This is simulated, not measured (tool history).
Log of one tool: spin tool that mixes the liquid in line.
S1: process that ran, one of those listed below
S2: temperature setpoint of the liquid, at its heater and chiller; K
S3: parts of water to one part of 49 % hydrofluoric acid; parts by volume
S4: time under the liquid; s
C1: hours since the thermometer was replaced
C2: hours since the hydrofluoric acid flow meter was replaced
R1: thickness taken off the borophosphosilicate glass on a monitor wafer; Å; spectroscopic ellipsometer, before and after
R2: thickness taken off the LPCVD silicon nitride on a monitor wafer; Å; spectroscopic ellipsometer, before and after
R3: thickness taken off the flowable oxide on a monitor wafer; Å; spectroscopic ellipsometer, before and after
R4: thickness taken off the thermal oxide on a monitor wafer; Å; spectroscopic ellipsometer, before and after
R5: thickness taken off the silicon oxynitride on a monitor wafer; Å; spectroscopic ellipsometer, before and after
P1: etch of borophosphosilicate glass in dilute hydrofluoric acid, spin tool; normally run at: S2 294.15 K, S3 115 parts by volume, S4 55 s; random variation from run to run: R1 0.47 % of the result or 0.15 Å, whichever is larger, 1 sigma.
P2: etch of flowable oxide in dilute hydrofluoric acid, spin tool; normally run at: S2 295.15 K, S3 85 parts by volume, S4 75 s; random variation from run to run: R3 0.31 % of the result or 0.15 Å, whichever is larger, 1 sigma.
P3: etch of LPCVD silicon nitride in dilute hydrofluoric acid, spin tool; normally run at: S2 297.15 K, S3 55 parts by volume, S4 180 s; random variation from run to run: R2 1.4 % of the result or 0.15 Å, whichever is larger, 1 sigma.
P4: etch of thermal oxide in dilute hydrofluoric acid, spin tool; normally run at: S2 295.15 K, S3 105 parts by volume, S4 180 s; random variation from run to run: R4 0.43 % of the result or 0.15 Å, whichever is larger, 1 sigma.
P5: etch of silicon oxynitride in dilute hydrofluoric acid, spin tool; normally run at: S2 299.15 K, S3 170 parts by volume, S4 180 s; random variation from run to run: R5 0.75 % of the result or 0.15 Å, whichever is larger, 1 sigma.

run,hour,S1,S2,S3,S4,C1,C2,R1,R2,R3,R4,R5
1,5.4,P1,294.15,115,55,325.5,1037.5,184.87,,,,
2,11,P3,301.65,55,180,331.1,1043.1,,22.769,,,
3,16.8,P2,295.15,85,130,336.9,1048.9,,,640.34,,
4,20.9,P3,297.15,55,270,341,1053,,25.145,,,
5,26,P4,301.65,105,180,346.1,1058.1,,,,97.518,
6,31,P1,294.15,115,85,351.1,1063.1,284.99,,,,
7,36,P1,294.15,115,55,356.1,1068.1,183.85,,,,
8,40.7,P5,306.15,170,180,360.8,1072.8,,,,,44.329
9,45.9,P1,294.15,190,55,366,1078,102.19,,,,
10,51.1,P2,295.15,85,75,371.2,1083.2,,,369.99,,
11,56.5,P1,294.15,115,55,376.6,1088.6,185.63,,,,
12,61.7,P1,301.15,115,55,381.8,1093.8,242.04,,,,
13,69.4,P2,295.15,85,75,389.5,1101.5,,,370.35,,
14,75,P2,303.15,85,75,395.1,1107.1,,,504.67,,
15,78.9,P4,295.15,105,35,399,1111,,,,14.917,
16,84.9,P4,295.15,105,180,405,1117,,,,75.107,
17,90.2,P5,299.15,70,180,410.3,1122.3,,,,,86.344
18,95.5,P3,297.15,80,180,415.6,1127.6,,11.647,,,
19,102.1,P1,294.15,115,55,422.2,1134.2,185.5,,,,
20,105.8,P2,295.15,55,75,425.9,1137.9,,,595.28,,
21,111.7,P1,298.65,115,20,431.8,1143.8,79.784,,,,
22,119.4,P1,294.15,45,55,439.5,1151.5,514.24,,,,
23,123.9,P1,294.15,115,55,444,1156,184.46,,,,
24,129.4,P5,299.15,170,180,449.5,1161.5,,,,,32.419
25,135.8,P4,295.15,105,180,455.9,1167.9,,,,75.569,
26,142.9,P5,299.15,170,310,463,1175,,,,,56.402
27,147.1,P1,294.15,115,15,467.2,1179.2,49.756,,,,
# hour 152.8: hydrofluoric acid flow meter replaced
28,154.5,P1,290.15,115,55,474.6,1.8,157.07,,,,
29,162,P4,295.15,45,180,482.1,9.3,,,,190.3,
30,169.4,P1,294.15,115,55,489.5,16.7,183.68,,,,
31,175.2,P3,297.15,55,180,495.3,22.5,,16.924,,,
32,179.5,P1,294.15,115,55,499.6,26.8,184.81,,,,
33,184.2,P1,294.15,115,55,504.3,31.5,175.85,,,,
34,188.7,P1,294.15,115,55,508.8,36,173.07,,,,
35,194.5,P1,294.15,115,55,514.6,41.8,171.11,,,,

Run 36 comes next. What will it give?
36,199,P1,294.15,115,55,519.1,46.3,?,,,,

Run 36 gave R1 169.72 Å.
